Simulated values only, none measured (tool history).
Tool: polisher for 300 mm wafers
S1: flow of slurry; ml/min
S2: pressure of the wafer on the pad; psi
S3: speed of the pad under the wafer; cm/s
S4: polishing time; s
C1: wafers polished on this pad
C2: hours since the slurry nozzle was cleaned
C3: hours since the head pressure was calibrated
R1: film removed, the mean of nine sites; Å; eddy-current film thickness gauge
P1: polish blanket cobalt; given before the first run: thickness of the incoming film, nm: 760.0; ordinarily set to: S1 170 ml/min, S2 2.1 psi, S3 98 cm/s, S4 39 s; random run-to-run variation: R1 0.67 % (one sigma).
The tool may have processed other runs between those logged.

run	hour	S1	S2	S3	S4	C1	C2	C3	R1
1	15.4	170	2.1	98	39	803	185.1	861	2039.6
2	27.6	120	2.1	98	39	931	197.3	873.2	1916.9
3	37.9	170	2.1	142	39	1039	207.6	883.5	2896.4
4	48.8	170	2.1	98	19	1154	218.5	894.4	983
5	59.6	170	2.1	50	39	1267	229.3	905.2	1025.3
6	74.7	170	2.1	98	39	1425	244.4	920.3	2023.1
7	87.7	170	2.1	98	39	1562	257.4	933.3	2017.1
8	99.3	170	1	98	39	1683	269	944.9	949.66
9	111.7	170	1	60	39	1814	281.4	957.3	587.13
10	121.9	170	2.1	98	39	1921	291.6	967.5	2021.7
11	135.9	265	2.1	98	39	2067	305.6	981.5	2128.8
12	152	170	2.1	98	39	2236	321.7	997.6	2016.7
13	159.3	170	2.1	98	39	2313	329	1004.9	2026.8
14	175.7	170	3.2	98	39	2485	345.4	1021.3	3073.2
15	187.4	170	2.1	98	39	2608	357.1	1033	1997.5
16	202.9	170	2.1	98	61	2770	372.6	1048.5	3156.2
17	217.6	170	2.1	98	39	2924	387.3	1063.2	1976.9
18	232.4	170	2.1	98	39	3080	402.1	1078	1924.9
19	239.6	170	2.1	98	39	3155	409.3	1085.2	1903.7
# hour 246.8: worn pad replaced by a new one
20	253.8	170	2.1	98	39	73	423.5	1099.4	1886.7
21	262.5	170	2.1	98	39	165	432.2	1108.1	1849.2
22	275.8	170	2.1	98	39	304	445.5	1121.4	1845.8
23	283.6	170	2.1	98	39	386	453.3	1129.2	1861.4

Compared with where it was, what P1 gives has crept away. Each cause listed below fits the log as well as the rest, at the size given for it:
A: slurry flow missing at the pad, % = 33.3
B: head's pressure below its setpoint, % = 7.33
The creep began at about hour 217.6.
The rest of the possible causes, and what rules out each one:
removal rate lost through wear of the pad, %: maintenance at hour 246.8, after the shift began, did not return the process to its former output

Which of the 4 check runs listed below, each an average over 5 wafers with its results shown as question marks, gives clearly different results under the different listed causes?
check 1	291.4	265	2.1	98	39				?
check 2	291.4	170	1	98	57				?
check 3	291.4	170	3.2	138	39				?
check 4	291.4	170	2.1	138	58				?

What each check would give under each cause:
check	result	if A	if B
check 1	R1	2021.1	1969.6
check 2	R1	1296	1295.8
check 3	R1	3995.7	3995.3
check 4	R1	3899.6	3899.2
Minimum pairwise separation of causes per check, each pair taken at its best-separating result: check 1 2.58 %; check 2 0.01 %; check 3 0.01 %; check 4 0.01 %
Of the check runs offered, only check 1 discriminates between the causes; the rest would read about the same regardless of which cause applies.

With check 1 done, the readings were: R1 2022.9 Å. Identify which of the listed causes applies.

The correct cause is A, namely: slurry flow missing at the pad, %.
